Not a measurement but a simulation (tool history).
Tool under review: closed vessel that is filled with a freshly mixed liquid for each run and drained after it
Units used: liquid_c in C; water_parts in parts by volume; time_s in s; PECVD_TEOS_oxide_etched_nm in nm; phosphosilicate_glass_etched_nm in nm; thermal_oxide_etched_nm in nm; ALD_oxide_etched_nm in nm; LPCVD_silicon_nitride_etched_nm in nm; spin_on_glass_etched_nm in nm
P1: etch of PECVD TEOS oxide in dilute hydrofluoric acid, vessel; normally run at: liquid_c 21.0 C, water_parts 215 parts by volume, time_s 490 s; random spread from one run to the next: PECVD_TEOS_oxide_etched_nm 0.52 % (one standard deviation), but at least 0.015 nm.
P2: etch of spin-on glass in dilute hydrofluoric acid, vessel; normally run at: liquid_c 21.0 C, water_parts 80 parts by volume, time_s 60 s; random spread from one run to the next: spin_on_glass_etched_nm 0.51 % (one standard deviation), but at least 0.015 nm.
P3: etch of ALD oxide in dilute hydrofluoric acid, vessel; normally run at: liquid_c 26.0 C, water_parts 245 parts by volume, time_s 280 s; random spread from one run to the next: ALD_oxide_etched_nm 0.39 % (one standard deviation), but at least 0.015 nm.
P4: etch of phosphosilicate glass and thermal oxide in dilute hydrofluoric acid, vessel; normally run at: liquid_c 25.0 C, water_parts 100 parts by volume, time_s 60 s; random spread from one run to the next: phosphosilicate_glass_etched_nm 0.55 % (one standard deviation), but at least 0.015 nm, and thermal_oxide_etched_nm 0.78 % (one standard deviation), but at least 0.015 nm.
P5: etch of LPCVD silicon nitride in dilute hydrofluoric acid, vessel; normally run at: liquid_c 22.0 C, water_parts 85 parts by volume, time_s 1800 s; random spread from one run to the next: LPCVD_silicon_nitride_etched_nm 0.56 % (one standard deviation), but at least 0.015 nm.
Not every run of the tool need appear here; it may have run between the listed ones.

run,hour,process,liquid_c,water_parts,time_s,hours since the thermometer was replaced,hours since the hydrofluoric acid flow meter was replaced,PECVD_TEOS_oxide_etched_nm,phosphosilicate_glass_etched_nm,thermal_oxide_etched_nm,ALD_oxide_etched_nm,LPCVD_silicon_nitride_etched_nm,spin_on_glass_etched_nm
1,8.7,P1,21.0,215,490,551.9,1277.7,15.1700,,,,,
2,18.9,P1,21.0,215,490,562.1,1287.9,15.0180,,,,,
3,34.4,P1,21.0,95,490,577.6,1303.4,39.0960,,,,,
4,49.5,P1,17.0,330,490,592.7,1318.5,7.6447,,,,,
5,57.1,P4,25.0,100,90,600.3,1326.1,,70.847,4.1116,,,
6,65.3,P1,21.0,215,785,608.5,1334.3,24.3000,,,,,
7,74.5,P3,26.0,245,280,617.7,1343.5,,,,10.4460,,
8,88.1,P5,22.0,85,2590,631.3,1357.1,,,,,12.180,
9,98.6,P3,26.0,245,115,641.8,1367.6,,,,4.3453,,
10,110.3,P1,21.0,215,490,653.5,1379.3,15.1830,,,,,
11,124.0,P2,21.0,80,60,667.2,1393.0,,,,,,38.091
12,134.6,P3,33.5,245,280,677.8,1403.6,,,,13.4460,,
13,147.4,P5,22.0,45,1800,690.6,1416.4,,,,,15.804,
14,159.2,P3,26.0,65,280,702.4,1428.2,,,,48.6410,,
15,172.2,P1,28.0,215,720,715.4,1441.2,28.7320,,,,,
16,183.8,P2,21.0,80,90,727.0,1452.8,,,,,,57.158
17,197.7,P2,21.0,45,60,740.9,1466.7,,,,,,70.314
18,212.5,P2,26.0,80,60,755.7,1481.5,,,,,,46.731
19,221.3,P1,21.0,305,490,764.5,1490.3,9.8165,,,,,
20,235.1,P4,25.0,100,60,778.3,1504.1,,47.043,2.7758,,,
21,247.6,P3,26.0,245,280,790.8,1516.6,,,,10.5060,,
22,259.7,P1,21.0,215,490,802.9,1528.7,15.1620,,,,,
23,270.1,P1,21.0,215,490,813.3,1539.1,15.1660,,,,,
24,279.7,P1,21.0,215,55,822.9,1548.7,1.7084,,,,,
25,295.5,P1,25.0,215,490,838.7,1564.5,17.5890,,,,,

Run 26 has not been measured yet. What should we expect?
26,306.2,P1,27.5,215,715,849.4,1575.2,?,,,,,

PECVD_TEOS_oxide_etched_nm: 28.0210 nm
